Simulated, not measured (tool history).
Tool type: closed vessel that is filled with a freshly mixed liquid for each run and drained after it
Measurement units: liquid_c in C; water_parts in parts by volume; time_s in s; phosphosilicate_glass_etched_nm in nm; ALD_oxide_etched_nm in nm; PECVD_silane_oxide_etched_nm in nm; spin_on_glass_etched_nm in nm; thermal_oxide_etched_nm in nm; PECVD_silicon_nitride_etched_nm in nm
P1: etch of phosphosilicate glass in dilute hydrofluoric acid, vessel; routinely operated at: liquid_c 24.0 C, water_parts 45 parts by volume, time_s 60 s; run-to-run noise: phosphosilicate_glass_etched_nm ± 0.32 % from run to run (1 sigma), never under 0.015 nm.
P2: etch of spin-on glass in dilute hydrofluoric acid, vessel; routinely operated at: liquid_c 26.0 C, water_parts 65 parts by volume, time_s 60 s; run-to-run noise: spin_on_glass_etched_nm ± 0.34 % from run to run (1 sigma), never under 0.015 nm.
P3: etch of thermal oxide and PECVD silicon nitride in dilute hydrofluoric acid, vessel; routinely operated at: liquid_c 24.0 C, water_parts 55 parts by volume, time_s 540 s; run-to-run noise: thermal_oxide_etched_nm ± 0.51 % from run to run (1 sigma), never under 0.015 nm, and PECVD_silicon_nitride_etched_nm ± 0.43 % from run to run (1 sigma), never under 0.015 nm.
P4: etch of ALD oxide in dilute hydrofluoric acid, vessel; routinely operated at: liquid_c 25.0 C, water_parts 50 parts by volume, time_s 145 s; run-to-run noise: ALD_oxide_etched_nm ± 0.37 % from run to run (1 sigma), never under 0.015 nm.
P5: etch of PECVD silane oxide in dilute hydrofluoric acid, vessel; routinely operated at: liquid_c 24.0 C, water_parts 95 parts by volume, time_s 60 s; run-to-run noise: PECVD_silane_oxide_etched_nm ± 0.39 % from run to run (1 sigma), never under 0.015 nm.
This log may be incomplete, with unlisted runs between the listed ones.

run	day	process	liquid_c	water_parts	time_s	hours since the thermometer was replaced	hours since the hydrofluoric acid flow meter was replaced	phosphosilicate_glass_etched_nm	ALD_oxide_etched_nm	PECVD_silane_oxide_etched_nm	spin_on_glass_etched_nm	thermal_oxide_etched_nm	PECVD_silicon_nitride_etched_nm
1	0.196	P1	24.0	45	60	838.5	614.3	85.946					
2	0.446	P1	17.5	45	60	844.5	620.3	65.304					
3	0.642	P4	19.0	50	145	849.2	625.0		33.274				
4	0.846	P4	25.0	50	145	854.1	629.9		42.567				
5	1.117	P5	24.0	145	60	860.6	636.4			19.345			
6	1.412	P1	24.0	45	60	867.7	643.5	86.254					
7	1.642	P2	26.0	65	90	873.2	649.0				32.489		
8	1.808	P1	31.0	45	60	877.2	653.0	114.400					
# day 1.875: thermometer replaced
9	2.004	P4	25.0	25	145	3.1	657.7		88.306				
10	2.304	P3	24.0	55	540	10.3	664.9					48.582	54.822
11	2.521	P1	24.0	45	60	15.5	670.1	86.333					
12	2.779	P1	24.0	45	60	21.7	676.3	86.207					
13	2.962	P1	24.0	45	30	26.1	680.7	43.115					
14	3.208	P5	24.0	95	100	32.0	686.6			52.375			
15	3.438	P2	26.0	65	60	37.5	692.1				21.726		
16	3.704	P3	24.0	55	300	43.9	698.5					27.040	30.045
17	3.904	P1	24.0	45	100	48.7	703.3	142.870					
18	4.121	P2	26.0	20	60	53.9	708.5				75.047		
19	4.321	P1	24.0	45	60	58.7	713.3	86.570					
20	4.567	P3	24.0	55	540	64.6	719.2					48.293	54.545
21	4.738	P1	31.0	25	60	68.7	723.3	211.450					
22	4.996	P2	32.5	65	60	74.9	729.5				28.147		
23	5.138	P1	24.0	65	60	78.3	732.9	58.331					
24	5.383	P5	24.0	95	60	84.2	738.8			31.218			
25	5.592	P3	29.5	55	540	89.2	743.8					60.827	78.241
26	5.833	P3	24.0	90	540	95.0	749.6					28.110	33.750
27	6.117	P4	25.0	50	35	101.8	756.4		10.255				
28	6.288	P5	24.0	95	60	105.9	760.5			31.434			
29	6.588	P5	29.5	95	60	113.1	767.7			38.847			
30	6.825	P1	24.0	20	60	118.8	773.4	200.080					
31	7.112	P1	24.0	45	60	125.7	780.3	86.614					

What will run 32 give?
32	7.292	P1	24.0	45	60	130.0	784.6	?					

Logged for run 32: phosphosilicate_glass_etched_nm 88.769 nm.
